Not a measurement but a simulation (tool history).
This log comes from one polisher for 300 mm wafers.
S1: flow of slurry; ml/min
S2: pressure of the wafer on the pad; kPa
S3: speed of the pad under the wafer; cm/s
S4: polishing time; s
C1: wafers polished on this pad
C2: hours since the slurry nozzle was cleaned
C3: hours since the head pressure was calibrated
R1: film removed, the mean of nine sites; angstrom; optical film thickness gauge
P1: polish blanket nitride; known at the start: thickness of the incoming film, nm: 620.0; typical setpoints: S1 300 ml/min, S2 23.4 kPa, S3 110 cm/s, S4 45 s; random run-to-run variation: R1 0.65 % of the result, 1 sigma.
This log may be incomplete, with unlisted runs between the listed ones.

Run 1, hour 11.9: S1 300 ml/min, S2 23.4 kPa, S3 110 cm/s, S4 45 s; C1 1103; C2 345.5; C3 777.8. Result: R1 690.98 angstrom.
Run 2, hour 26.3: S1 395 ml/min, S2 23.4 kPa, S3 110 cm/s, S4 45 s; C1 1264; C2 359.9; C3 792.2. Result: R1 699.35 angstrom.
Run 3, hour 41.6: S1 300 ml/min, S2 33.1 kPa, S3 110 cm/s, S4 45 s; C1 1435; C2 375.2; C3 807.5. Result: R1 968.86 angstrom.
At hour 46.7: worn pad replaced by a new one.
Run 4, hour 51.2: S1 300 ml/min, S2 11 kPa, S3 168 cm/s, S4 45 s; C1 51; C2 384.8; C3 817.1. Result: R1 461.19 angstrom.
Run 5, hour 63.4: S1 300 ml/min, S2 23.4 kPa, S3 170 cm/s, S4 45 s; C1 187; C2 397; C3 829.3. Result: R1 976.41 angstrom.
Run 6, hour 71.8: S1 300 ml/min, S2 23.4 kPa, S3 110 cm/s, S4 45 s; C1 281; C2 405.4; C3 837.7. Result: R1 687.88 angstrom.
At hour 74.2: slurry nozzle cleaned.
Run 7, hour 79.2: S1 300 ml/min, S2 10.3 kPa, S3 110 cm/s, S4 45 s; C1 363; C2 5; C3 845.1. Result: R1 302.3 angstrom.
Run 8, hour 91.1: S1 300 ml/min, S2 23.4 kPa, S3 110 cm/s, S4 45 s; C1 496; C2 16.9; C3 857. Result: R1 695.95 angstrom.
Run 9, hour 105.5: S1 300 ml/min, S2 23.4 kPa, S3 66 cm/s, S4 45 s; C1 657; C2 31.3; C3 871.4. Result: R1 463.15 angstrom.
Run 10, hour 114.6: S1 300 ml/min, S2 23.4 kPa, S3 110 cm/s, S4 26 s; C1 758; C2 40.4; C3 880.5. Result: R1 402.29 angstrom.
Run 11, hour 127: S1 300 ml/min, S2 13.8 kPa, S3 110 cm/s, S4 56 s; C1 897; C2 52.8; C3 892.9. Result: R1 511.01 angstrom.
Run 12, hour 140.1: S1 300 ml/min, S2 23.4 kPa, S3 110 cm/s, S4 45 s; C1 1043; C2 65.9; C3 906. Result: R1 691.58 angstrom.
Run 13, hour 149: S1 300 ml/min, S2 23.4 kPa, S3 110 cm/s, S4 45 s; C1 1142; C2 74.8; C3 914.9. Result: R1 692.42 angstrom.
Run 14, hour 160.9: S1 180 ml/min, S2 23.4 kPa, S3 110 cm/s, S4 45 s; C1 1275; C2 86.7; C3 926.8. Result: R1 645.57 angstrom.
Run 15, hour 174.1: S1 300 ml/min, S2 23.4 kPa, S3 110 cm/s, S4 45 s; C1 1422; C2 99.9; C3 940. Result: R1 693.64 angstrom.
Run 16, hour 180.8: S1 300 ml/min, S2 23.4 kPa, S3 110 cm/s, S4 45 s; C1 1497; C2 106.6; C3 946.7. Result: R1 689.54 angstrom.
Run 17, hour 195.1: S1 300 ml/min, S2 23.4 kPa, S3 110 cm/s, S4 68 s; C1 1657; C2 120.9; C3 961. Result: R1 1045.7 angstrom.
Run 18, hour 202.7: S1 300 ml/min, S2 23.4 kPa, S3 110 cm/s, S4 45 s; C1 1742; C2 128.5; C3 968.6. Result: R1 686.94 angstrom.
Run 19, hour 215.9: S1 300 ml/min, S2 23.4 kPa, S3 110 cm/s, S4 45 s; C1 1889; C2 141.7; C3 981.8. Result: R1 675.08 angstrom.
Run 20, hour 228.3: S1 300 ml/min, S2 23.4 kPa, S3 110 cm/s, S4 45 s; C1 2027; C2 154.1; C3 994.2. Result: R1 661.62 angstrom.
Run 21, hour 235.5: S1 300 ml/min, S2 23.4 kPa, S3 110 cm/s, S4 45 s; C1 2108; C2 161.3; C3 1001.4. Result: R1 663.81 angstrom.
Run 22, hour 248.5: S1 300 ml/min, S2 23.4 kPa, S3 110 cm/s, S4 45 s; C1 2253; C2 174.3; C3 1014.4. Result: R1 661.66 angstrom.
At hour 254.2: worn pad replaced by a new one.
Run 23, hour 256.4: S1 300 ml/min, S2 23.4 kPa, S3 110 cm/s, S4 45 s; C1 25; C2 182.2; C3 1022.3. Result: R1 663.79 angstrom.
Run 24, hour 267.5: S1 300 ml/min, S2 23.4 kPa, S3 110 cm/s, S4 45 s; C1 148; C2 193.3; C3 1033.4. Result: R1 651.5 angstrom.
Run 25, hour 281.7: S1 300 ml/min, S2 23.4 kPa, S3 110 cm/s, S4 45 s; C1 307; C2 207.5; C3 1047.6. Result: R1 656.39 angstrom.
Run 26, hour 295.3: S1 300 ml/min, S2 23.4 kPa, S3 110 cm/s, S4 45 s; C1 459; C2 221.1; C3 1061.2. Result: R1 648.58 angstrom.

Forecast run 27:
Run 27, hour 307.6: S1 300 ml/min, S2 23.4 kPa, S3 110 cm/s, S4 45 s; C1 596; C2 233.4; C3 1073.5. Result: R1 ?.

For run 27 the tool returned R1 650.5 angstrom.
